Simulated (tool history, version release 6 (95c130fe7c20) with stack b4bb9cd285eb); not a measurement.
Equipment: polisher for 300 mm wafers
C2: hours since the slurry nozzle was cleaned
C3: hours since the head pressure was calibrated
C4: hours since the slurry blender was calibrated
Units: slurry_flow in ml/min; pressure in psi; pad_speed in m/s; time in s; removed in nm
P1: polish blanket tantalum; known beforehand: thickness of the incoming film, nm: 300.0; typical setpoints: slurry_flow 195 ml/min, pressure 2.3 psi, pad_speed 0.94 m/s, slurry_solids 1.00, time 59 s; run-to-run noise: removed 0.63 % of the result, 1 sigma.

{"run": 1, "hour": 7.5, "slurry_flow": 195, "pressure": 2.3, "pad_speed": 0.94, "slurry_solids": 1.0, "time": 59, "wafers polished on this pad": 221, "C2": 156.1, "C3": 227.1, "C4": 117.7, "removed": 124.33}
{"run": 2, "hour": 14.2, "slurry_flow": 195, "pressure": 2.3, "pad_speed": 1.42, "slurry_solids": 1.0, "time": 59, "wafers polished on this pad": 280, "C2": 162.8, "C3": 233.8, "C4": 124.4, "removed": 189.56}
{"run": 3, "hour": 24.1, "slurry_flow": 195, "pressure": 2.3, "pad_speed": 0.94, "slurry_solids": 0.7, "time": 59, "wafers polished on this pad": 367, "C2": 172.7, "C3": 243.7, "C4": 134.3, "removed": 110.77}
{"run": 4, "hour": 31.2, "slurry_flow": 195, "pressure": 2.3, "pad_speed": 0.94, "slurry_solids": 1.0, "time": 88, "wafers polished on this pad": 429, "C2": 179.8, "C3": 250.8, "C4": 141.4, "removed": 185.39}
{"run": 5, "hour": 37.0, "slurry_flow": 115, "pressure": 2.3, "pad_speed": 0.94, "slurry_solids": 1.0, "time": 59, "wafers polished on this pad": 480, "C2": 185.6, "C3": 256.6, "C4": 147.2, "removed": 113.98}
{"run": 6, "hour": 44.6, "slurry_flow": 310, "pressure": 2.3, "pad_speed": 0.94, "slurry_solids": 1.0, "time": 59, "wafers polished on this pad": 547, "C2": 193.2, "C3": 264.2, "C4": 154.8, "removed": 130.65}
{"run": 7, "hour": 55.8, "slurry_flow": 195, "pressure": 2.3, "pad_speed": 0.94, "slurry_solids": 1.0, "time": 59, "wafers polished on this pad": 646, "C2": 204.4, "C3": 275.4, "C4": 166.0, "removed": 124.35}
{"run": 8, "hour": 61.1, "slurry_flow": 195, "pressure": 2.3, "pad_speed": 0.94, "slurry_solids": 1.35, "time": 59, "wafers polished on this pad": 692, "C2": 209.7, "C3": 280.7, "C4": 171.3, "removed": 135.79}
{"run": 9, "hour": 66.3, "slurry_flow": 195, "pressure": 2.3, "pad_speed": 0.94, "slurry_solids": 1.0, "time": 59, "wafers polished on this pad": 738, "C2": 214.9, "C3": 285.9, "C4": 176.5, "removed": 125.91}
{"run": 10, "hour": 74.9, "slurry_flow": 195, "pressure": 2.3, "pad_speed": 0.94, "slurry_solids": 1.0, "time": 59, "wafers polished on this pad": 814, "C2": 223.5, "C3": 294.5, "C4": 185.1, "removed": 125.25}
{"run": 11, "hour": 85.4, "slurry_flow": 195, "pressure": 2.3, "pad_speed": 0.46, "slurry_solids": 1.0, "time": 59, "wafers polished on this pad": 906, "C2": 234.0, "C3": 305.0, "C4": 195.6, "removed": 60.564}
{"run": 12, "hour": 93.2, "slurry_flow": 195, "pressure": 2.3, "pad_speed": 0.94, "slurry_solids": 1.0, "time": 59, "wafers polished on this pad": 975, "C2": 241.8, "C3": 312.8, "C4": 203.4, "removed": 125.89}
{"run": 13, "hour": 99.8, "slurry_flow": 195, "pressure": 2.3, "pad_speed": 0.94, "slurry_solids": 1.0, "time": 40, "wafers polished on this pad": 1033, "C2": 248.4, "C3": 319.4, "C4": 210.0, "removed": 84.004}
{"run": 14, "hour": 107.6, "slurry_flow": 195, "pressure": 1.7, "pad_speed": 0.94, "slurry_solids": 1.0, "time": 59, "wafers polished on this pad": 1102, "C2": 256.2, "C3": 327.2, "C4": 217.8, "removed": 91.534}
{"run": 15, "hour": 115.9, "slurry_flow": 195, "pressure": 2.3, "pad_speed": 0.94, "slurry_solids": 1.0, "time": 59, "wafers polished on this pad": 1175, "C2": 264.5, "C3": 335.5, "C4": 226.1, "removed": 125.23}
{"run": 16, "hour": 123.3, "slurry_flow": 195, "pressure": 3.0, "pad_speed": 0.94, "slurry_solids": 1.0, "time": 59, "wafers polished on this pad": 1240, "C2": 271.9, "C3": 342.9, "C4": 233.5, "removed": 162.09}
{"run": 17, "hour": 128.9, "slurry_flow": 195, "pressure": 2.3, "pad_speed": 0.94, "slurry_solids": 1.0, "time": 59, "wafers polished on this pad": 1289, "C2": 277.5, "C3": 348.5, "C4": 239.1, "removed": 124.86}
{"run": 18, "hour": 139.4, "slurry_flow": 195, "pressure": 2.3, "pad_speed": 0.94, "slurry_solids": 0.65, "time": 82, "wafers polished on this pad": 1381, "C2": 288.0, "C3": 359.0, "C4": 249.6, "removed": 151.66}
{"run": 19, "hour": 150.7, "slurry_flow": 195, "pressure": 2.3, "pad_speed": 0.94, "slurry_solids": 1.0, "time": 59, "wafers polished on this pad": 1481, "C2": 299.3, "C3": 370.3, "C4": 260.9, "removed": 125.53}
{"run": 20, "hour": 162.1, "slurry_flow": 195, "pressure": 2.3, "pad_speed": 0.94, "slurry_solids": 1.0, "time": 59, "wafers polished on this pad": 1581, "C2": 310.7, "C3": 381.7, "C4": 272.3, "removed": 121.24}
{"run": 21, "hour": 169.1, "slurry_flow": 195, "pressure": 2.3, "pad_speed": 0.94, "slurry_solids": 1.0, "time": 59, "wafers polished on this pad": 1643, "C2": 317.7, "C3": 388.7, "C4": 279.3, "removed": 120.35}
{"run": 22, "hour": 179.9, "slurry_flow": 195, "pressure": 2.3, "pad_speed": 0.94, "slurry_solids": 1.0, "time": 59, "wafers polished on this pad": 1738, "C2": 328.5, "C3": 399.5, "C4": 290.1, "removed": 118.12}
{"run": 23, "hour": 185.1, "slurry_flow": 195, "pressure": 2.3, "pad_speed": 0.94, "slurry_solids": 1.0, "time": 59, "wafers polished on this pad": 1783, "C2": 333.7, "C3": 404.7, "C4": 295.3, "removed": 116.26}
{"run": 24, "hour": 196.5, "slurry_flow": 195, "pressure": 2.3, "pad_speed": 0.94, "slurry_solids": 1.0, "time": 59, "wafers polished on this pad": 1884, "C2": 345.1, "C3": 416.1, "C4": 306.7, "removed": 117.5}
{"hour": 197.5, "done": "worn pad replaced by a new one"}
{"run": 25, "hour": 207.1, "slurry_flow": 195, "pressure": 2.3, "pad_speed": 0.94, "slurry_solids": 1.0, "time": 59, "wafers polished on this pad": 84, "C2": 355.7, "C3": 426.7, "C4": 317.3, "removed": 116.33}
{"hour": 214.4, "done": "slurry blender recalibrated"}
{"run": 26, "hour": 218.4, "slurry_flow": 195, "pressure": 2.3, "pad_speed": 0.94, "slurry_solids": 1.0, "time": 59, "wafers polished on this pad": 184, "C2": 367.0, "C3": 438.0, "C4": 4.0, "removed": 116.88}
{"run": 27, "hour": 223.6, "slurry_flow": 195, "pressure": 2.3, "pad_speed": 0.94, "slurry_solids": 1.0, "time": 59, "wafers polished on this pad": 230, "C2": 372.2, "C3": 443.2, "C4": 9.2, "removed": 115.66}
{"run": 28, "hour": 233.9, "slurry_flow": 195, "pressure": 2.3, "pad_speed": 0.94, "slurry_solids": 1.0, "time": 59, "wafers polished on this pad": 320, "C2": 382.5, "C3": 453.5, "C4": 19.5, "removed": 116.37}
{"run": 29, "hour": 240.3, "slurry_flow": 195, "pressure": 2.3, "pad_speed": 0.94, "slurry_solids": 1.0, "time": 59, "wafers polished on this pad": 377, "C2": 388.9, "C3": 459.9, "C4": 25.9, "removed": 117.05}
{"run": 30, "hour": 249.4, "slurry_flow": 195, "pressure": 2.3, "pad_speed": 0.94, "slurry_solids": 1.0, "time": 59, "wafers polished on this pad": 457, "C2": 398.0, "C3": 469.0, "C4": 35.0, "removed": 115.74}

Compared with where it was, what P1 gives has crept away. Each cause listed below fits the log as well as the rest, at the size given for it:
A: slurry flow missing at the pad, % = 36
B: head's pressure below its setpoint, % = 7.23
The onset of the drift is placed at about hour 150.7.
Every other cause this tool's parts could produce, and why it does not fit the log:
removal rate lost through wear of the pad, %: maintenance at hour 197.5, after the shift began, did not return the process to its former output
abrasive missing from the slurry, %: maintenance at hour 214.4, after the shift began, did not return the process to its former output

Each of the check runs listed below is run on 3 wafers and reports their average, with the results left as question marks. Pick the one under which the possible causes would lead to clearly different results.
{"run": "check 1", "hour": 258.5, "slurry_flow": 195, "pressure": 2.3, "pad_speed": 0.46, "slurry_solids": 1.0, "time": 59, "removed": "?"}
{"run": "check 2", "hour": 258.5, "slurry_flow": 195, "pressure": 2.3, "pad_speed": 0.64, "slurry_solids": 1.0, "time": 59, "removed": "?"}
{"run": "check 3", "hour": 258.5, "slurry_flow": 195, "pressure": 2.3, "pad_speed": 1.36, "slurry_solids": 1.0, "time": 59, "removed": "?"}
{"run": "check 4", "hour": 258.5, "slurry_flow": 305, "pressure": 2.3, "pad_speed": 0.94, "slurry_solids": 1.0, "time": 59, "removed": "?"}

If the cause were each of the candidates in turn, the checks would give the following:
check=check_1 result=removed if_A=56.749 if_B=56.755
check=check_2 result=removed if_A=78.955 if_B=78.963
check=check_3 result=removed if_A=167.780 if_B=167.800
check=check_4 result=removed if_A=125.030 if_B=121.870
How far apart the two closest causes lie, in the result that separates them most: check 1 0.01 %; check 2 0.01 %; check 3 0.01 %; check 4 2.56 %
Only check 4 tells the causes apart: in the others they would give nearly the same result.

Here is what check 4 returned: removed 121.730 nm. Which cause is it?

It was cause B: head's pressure below its setpoint, %.
